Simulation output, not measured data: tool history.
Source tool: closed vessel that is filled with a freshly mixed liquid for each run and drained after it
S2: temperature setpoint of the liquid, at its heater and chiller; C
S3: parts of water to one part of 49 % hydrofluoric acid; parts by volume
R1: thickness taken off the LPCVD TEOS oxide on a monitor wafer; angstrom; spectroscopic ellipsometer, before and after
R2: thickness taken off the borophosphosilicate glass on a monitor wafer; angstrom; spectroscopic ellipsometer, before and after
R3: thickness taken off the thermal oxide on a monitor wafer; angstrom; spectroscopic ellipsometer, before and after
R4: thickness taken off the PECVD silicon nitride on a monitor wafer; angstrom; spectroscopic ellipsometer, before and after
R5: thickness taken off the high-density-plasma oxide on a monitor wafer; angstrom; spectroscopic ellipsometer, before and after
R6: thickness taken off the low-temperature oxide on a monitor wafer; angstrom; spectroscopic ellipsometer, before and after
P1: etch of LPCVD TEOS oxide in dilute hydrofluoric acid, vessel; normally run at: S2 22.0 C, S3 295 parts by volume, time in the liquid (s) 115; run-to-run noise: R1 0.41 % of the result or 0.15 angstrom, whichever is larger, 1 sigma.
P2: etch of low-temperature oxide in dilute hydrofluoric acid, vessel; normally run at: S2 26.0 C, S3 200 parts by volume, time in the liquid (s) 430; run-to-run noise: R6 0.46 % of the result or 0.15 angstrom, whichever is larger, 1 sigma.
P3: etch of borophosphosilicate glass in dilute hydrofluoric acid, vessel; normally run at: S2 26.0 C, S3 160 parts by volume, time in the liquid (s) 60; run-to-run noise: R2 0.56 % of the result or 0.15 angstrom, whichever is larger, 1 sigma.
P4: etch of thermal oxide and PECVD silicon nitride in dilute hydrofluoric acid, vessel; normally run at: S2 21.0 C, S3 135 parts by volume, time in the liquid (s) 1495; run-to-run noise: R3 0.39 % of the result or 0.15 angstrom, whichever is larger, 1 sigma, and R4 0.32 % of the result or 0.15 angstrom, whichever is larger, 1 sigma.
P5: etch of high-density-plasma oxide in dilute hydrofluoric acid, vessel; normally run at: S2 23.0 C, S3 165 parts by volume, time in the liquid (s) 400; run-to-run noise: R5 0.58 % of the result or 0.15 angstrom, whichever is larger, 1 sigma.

run 1 day=0.750 | process_that_ran=P1 S2=22.0 S3=295 time_in_the_liquid_(s)=115 | R1=85.729
run 2 day=1.108 | process_that_ran=P3 S2=26.0 S3=160 time_in_the_liquid_(s)=60 | R2=142.42
run 3 day=1.625 | process_that_ran=P1 S2=22.0 S3=295 time_in_the_liquid_(s)=30 | R1=22.439
run 4 day=1.996 | process_that_ran=P1 S2=22.0 S3=295 time_in_the_liquid_(s)=115 | R1=86.291
run 5 day=2.446 | process_that_ran=P3 S2=32.5 S3=160 time_in_the_liquid_(s)=60 | R2=180.13
run 6 day=3.029 | process_that_ran=P4 S2=17.0 S3=135 time_in_the_liquid_(s)=1495 | R3=365.59 R4=209.57
run 7 day=3.404 | process_that_ran=P4 S2=21.0 S3=235 time_in_the_liquid_(s)=1495 | R3=222.26 R4=158.90
run 8 day=4.042 | process_that_ran=P1 S2=22.0 S3=295 time_in_the_liquid_(s)=210 | R1=157.060
run 9 day=4.558 | process_that_ran=P5 S2=23.0 S3=165 time_in_the_liquid_(s)=30 | R5=9.5626
-- day=4.667 hydrofluoric acid flow meter replaced
run 10 day=4.917 | process_that_ran=P5 S2=23.0 S3=290 time_in_the_liquid_(s)=400 | R5=63.2650
run 11 day=5.333 | process_that_ran=P1 S2=22.0 S3=295 time_in_the_liquid_(s)=115 | R1=85.517
run 12 day=5.742 | process_that_ran=P2 S2=31.0 S3=200 time_in_the_liquid_(s)=430 | R6=647.02
run 13 day=6.329 | process_that_ran=P2 S2=26.0 S3=200 time_in_the_liquid_(s)=430 | R6=550.34
run 14 day=6.717 | process_that_ran=P1 S2=18.0 S3=450 time_in_the_liquid_(s)=115 | R1=42.541
run 15 day=7.129 | process_that_ran=P3 S2=26.0 S3=160 time_in_the_liquid_(s)=60 | R2=143.22
run 16 day=7.800 | process_that_ran=P5 S2=23.0 S3=165 time_in_the_liquid_(s)=400 | R5=127.0500
run 17 day=8.475 | process_that_ran=P3 S2=26.0 S3=160 time_in_the_liquid_(s)=100 | R2=237.80
run 18 day=9.021 | process_that_ran=P2 S2=26.0 S3=200 time_in_the_liquid_(s)=430 | R6=546.54
run 19 day=9.621 | process_that_ran=P2 S2=26.0 S3=200 time_in_the_liquid_(s)=855 | R6=1093.40
run 20 day=10.404 | process_that_ran=P1 S2=22.0 S3=295 time_in_the_liquid_(s)=115 | R1=85.877
run 21 day=10.962 | process_that_ran=P1 S2=17.0 S3=80 time_in_the_liquid_(s)=115 | R1=321.100
run 22 day=11.538 | process_that_ran=P1 S2=22.0 S3=295 time_in_the_liquid_(s)=115 | R1=85.439
run 23 day=12.112 | process_that_ran=P4 S2=21.0 S3=135 time_in_the_liquid_(s)=1495 | R3=429.62 R4=274.54
run 24 day=12.462 | process_that_ran=P1 S2=17.0 S3=295 time_in_the_liquid_(s)=35 | R1=21.730
run 25 day=12.904 | process_that_ran=P2 S2=26.0 S3=300 time_in_the_liquid_(s)=430 | R6=327.86
run 26 day=13.517 | process_that_ran=P1 S2=22.0 S3=150 time_in_the_liquid_(s)=115 | R1=196.060
run 27 day=13.967 | process_that_ran=P3 S2=26.0 S3=55 time_in_the_liquid_(s)=60 | R2=472.94
run 28 day=14.617 | process_that_ran=P1 S2=28.5 S3=295 time_in_the_liquid_(s)=115 | R1=107.280
run 29 day=15.204 | process_that_ran=P4 S2=21.0 S3=135 time_in_the_liquid_(s)=2895 | R3=830.46 R4=531.55
run 30 day=15.796 | process_that_ran=P1 S2=17.0 S3=295 time_in_the_liquid_(s)=115 | R1=71.267
run 31 day=16.242 | process_that_ran=P5 S2=31.0 S3=165 time_in_the_liquid_(s)=400 | R5=170.2600
run 32 day=16.950 | process_that_ran=P1 S2=22.0 S3=295 time_in_the_liquid_(s)=115 | R1=85.965
run 33 day=17.421 | process_that_ran=P1 S2=22.0 S3=490 time_in_the_liquid_(s)=115 | R1=43.468
run 34 day=17.996 | process_that_ran=P1 S2=22.0 S3=295 time_in_the_liquid_(s)=115 | R1=86.515
run 35 day=18.696 | process_that_ran=P1 S2=22.0 S3=295 time_in_the_liquid_(s)=115 | R1=82.977
run 36 day=19.150 | process_that_ran=P1 S2=22.0 S3=295 time_in_the_liquid_(s)=115 | R1=82.094
run 37 day=19.625 | process_that_ran=P1 S2=22.0 S3=295 time_in_the_liquid_(s)=115 | R1=81.279
run 38 day=20.175 | process_that_ran=P1 S2=22.0 S3=295 time_in_the_liquid_(s)=115 | R1=80.904
run 39 day=20.612 | process_that_ran=P1 S2=22.0 S3=295 time_in_the_liquid_(s)=115 | R1=80.954
run 40 day=21.296 | process_that_ran=P1 S2=22.0 S3=295 time_in_the_liquid_(s)=115 | R1=80.409
run 41 day=21.800 | process_that_ran=P1 S2=22.0 S3=295 time_in_the_liquid_(s)=115 | R1=80.013
run 42 day=22.479 | process_that_ran=P1 S2=22.0 S3=295 time_in_the_liquid_(s)=115 | R1=80.254

P1 no longer gives what it gave before; its output has crept away from where it was. The following 2 causes, each at its listed size, fit the log equally well:
A: liquid colder than its thermometer reads (K) = 1.85
B: hydrofluoric acid flow below the setpoint (%) = 5.06
The process output started creeping at around day 17.996.

Below are 4 check runs, each on a single wafer, with their results shown as question marks. Which of them would tell the listed causes apart, meaning the causes would give clearly different results under it?
run check 1 day=23.158 | process_that_ran=P5 S2=30.5 S3=215 time_in_the_liquid_(s)=400 | R5=?
run check 2 day=23.158 | process_that_ran=P2 S2=30.0 S3=200 time_in_the_liquid_(s)=710 | R6=?
run check 3 day=23.158 | process_that_ran=P4 S2=17.0 S3=135 time_in_the_liquid_(s)=2620 | R3=? R4=?
run check 4 day=23.158 | process_that_ran=P3 S2=26.0 S3=105 time_in_the_liquid_(s)=85 | R2=?

What every check run would give for each of its results, assuming each possible cause in turn:
check=check_1 result=R5 if_A=113.0000 if_B=112.7400
check=check_2 result=R6 if_A=978.44 if_B=978.13
check=check_3 result=R3 if_A=590.43 if_B=601.22
check=check_3 result=R4 if_A=322.30 if_B=348.58
check=check_4 result=R2 if_A=305.50 if_B=309.57
Distance between the nearest two causes, measured in the result of the check that separates them most: check 1 0.23 %; check 2 0.03 %; check 3 7.84 %; check 4 1.32 %
Check 3 tells the causes apart: in the others they would give nearly the same result.

The results of check 3 are: R3 602.94 angstrom; R4 347.29 angstrom. Based on these, which of the listed causes is it?

It is B: hydrofluoric acid flow below the setpoint (%).
